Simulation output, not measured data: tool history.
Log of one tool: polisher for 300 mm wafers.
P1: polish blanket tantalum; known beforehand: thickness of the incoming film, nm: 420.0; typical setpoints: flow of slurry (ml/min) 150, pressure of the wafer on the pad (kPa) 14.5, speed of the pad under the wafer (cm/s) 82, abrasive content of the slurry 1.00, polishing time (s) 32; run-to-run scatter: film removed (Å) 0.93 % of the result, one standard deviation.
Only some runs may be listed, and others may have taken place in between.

run,day,flow of slurry (ml/min),pressure of the wafer on the pad (kPa),speed of the pad under the wafer (cm/s),abrasive content of the slurry,polishing time (s),wafers polished on this pad,hours since the slurry nozzle was cleaned,hours since the head pressure was calibrated,hours since the slurry blender was calibrated,film removed (Å)
1,0.167,150,14.5,82,1.00,32,215,177.3,716.9,30.6,551.30
2,0.304,150,14.5,82,0.60,18,261,180.6,720.2,33.9,256.73
3,0.542,105,22.1,82,1.00,32,340,186.3,725.9,39.6,762.00
4,0.696,150,9.7,82,1.00,32,391,190.0,729.6,43.3,364.01
5,0.879,225,14.5,82,1.00,32,452,194.4,734.0,47.7,583.14
6,1.133,90,14.5,82,1.00,32,536,200.5,740.1,53.8,488.04
7,1.296,150,14.5,114,1.00,32,590,204.4,744.0,57.7,768.24
8,1.458,150,14.5,82,1.00,32,644,208.3,747.9,61.6,550.01
9,1.604,150,14.5,82,1.00,32,693,211.8,751.4,65.1,547.95
10,1.858,150,14.5,82,1.00,32,777,217.9,757.5,71.2,546.00
11,1.975,150,14.5,38,1.00,32,816,220.7,760.3,74.0,255.87
12,2.146,150,14.5,82,1.25,32,873,224.8,764.4,78.1,586.15
13,2.283,150,14.5,82,1.00,32,918,228.1,767.7,81.4,547.96
14,2.471,150,14.5,82,0.75,32,980,232.6,772.2,85.9,491.37
15,2.700,150,17.9,82,1.25,32,1057,238.1,777.7,91.4,721.25
16,2.942,150,14.5,82,1.00,19,1137,243.9,783.5,97.2,320.34
17,3.188,150,14.5,82,1.00,32,1219,249.8,789.4,103.1,546.40
18,3.429,150,14.5,82,1.00,46,1299,255.6,795.2,108.9,790.43
19,3.600,150,17.9,82,1.00,32,1356,259.7,799.3,113.0,678.77
20,3.762,150,14.5,82,1.00,32,1410,263.6,803.2,116.9,543.62
21,4.004,150,14.5,82,1.00,32,1490,269.4,809.0,122.7,529.72
22,4.196,150,14.5,82,1.00,32,1554,274.0,813.6,127.3,513.44
23,4.446,150,14.5,82,1.00,32,1637,280.0,819.6,133.3,517.60
24,4.633,150,14.5,82,1.00,32,1699,284.5,824.1,137.8,509.98

Run 25, settings as shown, results not yet in. Your forecast:
# day 4.654: head pressure recalibrated
# day 4.654: slurry blender recalibrated
25,4.821,150,14.5,82,1.00,32,1761,289.0,4.0,4.0,?

For run 25 the tool returned film removed (Å) 514.37.
